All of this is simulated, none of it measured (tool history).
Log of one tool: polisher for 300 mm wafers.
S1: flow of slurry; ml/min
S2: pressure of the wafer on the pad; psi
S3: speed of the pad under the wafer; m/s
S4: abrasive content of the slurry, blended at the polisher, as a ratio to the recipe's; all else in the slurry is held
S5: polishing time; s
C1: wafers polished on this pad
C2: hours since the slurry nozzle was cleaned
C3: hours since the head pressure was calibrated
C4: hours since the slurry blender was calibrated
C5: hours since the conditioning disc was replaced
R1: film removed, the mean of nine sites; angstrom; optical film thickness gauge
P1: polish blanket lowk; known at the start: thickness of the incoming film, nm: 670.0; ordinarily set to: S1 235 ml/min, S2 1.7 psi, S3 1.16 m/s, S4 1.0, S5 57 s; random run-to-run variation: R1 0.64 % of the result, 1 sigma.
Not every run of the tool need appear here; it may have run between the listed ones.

run     day   S1   S2    S3   S4  S5    C1     C2     C3     C4     C5      R1
  1   0.304  235  1.7  1.16  1.0  57   777  334.2  246.0  105.5   26.8  271.84
  2   0.762  140  1.7  1.16  1.0  57   925  345.2  257.0  116.5   37.8  248.97
  3   1.179  170  1.7  1.16  1.0  38  1060  355.2  267.0  126.5   47.8  172.67
  4   1.671  235  1.7  1.16  1.0  81  1219  367.0  278.8  138.3   59.6  385.58
  5   2.167  235  1.7  1.16  1.0  57  1379  378.9  290.7  150.2   71.5  271.40
  6   2.633  235  0.8  0.88  1.0  57  1530  390.1  301.9  161.4   82.7  102.55
  7   3.221  345  1.7  1.16  1.0  57  1720  404.2  316.0  175.5   96.8  282.33
  8   3.817  235  1.7  1.16  0.7  57  1912  418.5  330.3  189.8  111.1  227.18
  9   4.196  235  2.6  1.16  1.0  57  2035  427.6  339.4  198.9  120.2  418.06
 10   4.654  235  1.7  1.16  1.5  57  2183  438.6  350.4  209.9  131.2  322.18
 11   4.992  235  1.7  1.16  1.0  57  2292  446.7  358.5  218.0  139.3  269.47
 12   5.608  235  1.7  1.16  1.0  57  2491  461.5  373.3  232.8  154.1  267.35
 13   6.092  235  1.7  0.68  1.0  57  2647  473.1  384.9  244.4  165.7  177.60
 14   6.600  235  1.7  1.60  1.0  57  2812  485.3  397.1  256.6  177.9  345.60
 15   7.262  170  1.7  1.16  1.2  57  3026  501.2  413.0  272.5  193.8  279.16
 16   7.567  235  1.7  1.16  1.0  27  3124  508.5  420.3  279.8  201.1  127.63
 17   8.129  235  0.8  1.16  1.0  57  3306  522.0  433.8  293.3  214.6  127.28
 18   8.604  235  1.7  1.16  1.0  57  3459  533.4  445.2  304.7  226.0  270.31
 19   9.112  235  1.7  1.16  1.0  57  3624  545.6  457.4  316.9  238.2  269.89
 20   9.700  235  1.7  1.16  1.0  57  3813  559.7  471.5  331.0  252.3  253.89
 21  10.179  235  1.7  1.16  1.0  57  3968  571.2  483.0  342.5  263.8  248.63
 22  10.796  235  1.7  1.16  1.0  57  4167  586.0  497.8  357.3  278.6  244.12
     11.075  -- slurry nozzle cleaned
 23  11.404  235  1.7  1.16  1.0  57  4364    7.9  512.4  371.9  293.2  240.87
     11.667  -- worn pad replaced by a new one
     11.667  -- conditioning disc replaced and pad reconditioned
 24  11.846  235  1.7  1.16  1.0  57    57   18.5  523.0  382.5    4.3  240.36
 25  12.321  235  1.7  1.16  1.0  57   211   29.9  534.4  393.9   15.7  237.51
 26  12.821  235  1.7  1.16  1.0  57   372   41.9  546.4  405.9   27.7  238.51

The output of P1 has drifted from where it used to be. Each of the 2 causes below, taken at the size shown beside it, accounts for the log equally well:
A: head's pressure below its setpoint, % = 11.4
B: abrasive missing from the slurry, % = 22.1
Onset of the creep was near day 9.112.
Other possible causes, and why each is ruled out:
removal rate lost through wear of the pad, %: serviced at day 11.667, which brought nothing back
slurry flow missing at the pad, %: serviced at day 11.075, which brought nothing back
time polished since the conditioner stopped cutting, s: serviced at day 11.667, which brought nothing back

The list below offers 4 check runs, each averaging the results of 5 wafers, and shows each result as a question mark. For which of them would the listed causes give clearly different results?
check 1  13.321  140  2.4  1.16  1.00  57                       ?
check 2  13.321  235  1.7  0.88  1.00  34                       ?
check 3  13.321  235  1.7  1.42  1.45  57                       ?
check 4  13.321  235  2.3  1.16  1.00  31                       ?

How each check would come out, cause by cause:
  check  result    if A    if B
check 1      R1  313.61  313.53
check 2      R1  114.57  114.54
check 3      R1  327.91  335.38
check 4      R1  176.28  176.24
Minimum pairwise separation of causes per check, each pair taken at its best-separating result: check 1 0.03 %; check 2 0.03 %; check 3 2.25 %; check 4 0.03 %
Only check 3 tells the causes apart: in the others they would give nearly the same result.

Check 3 was carried out, with these results: R1 328.36 angstrom. Which of the listed causes is responsible?

The cause is A: head's pressure below its setpoint, %.
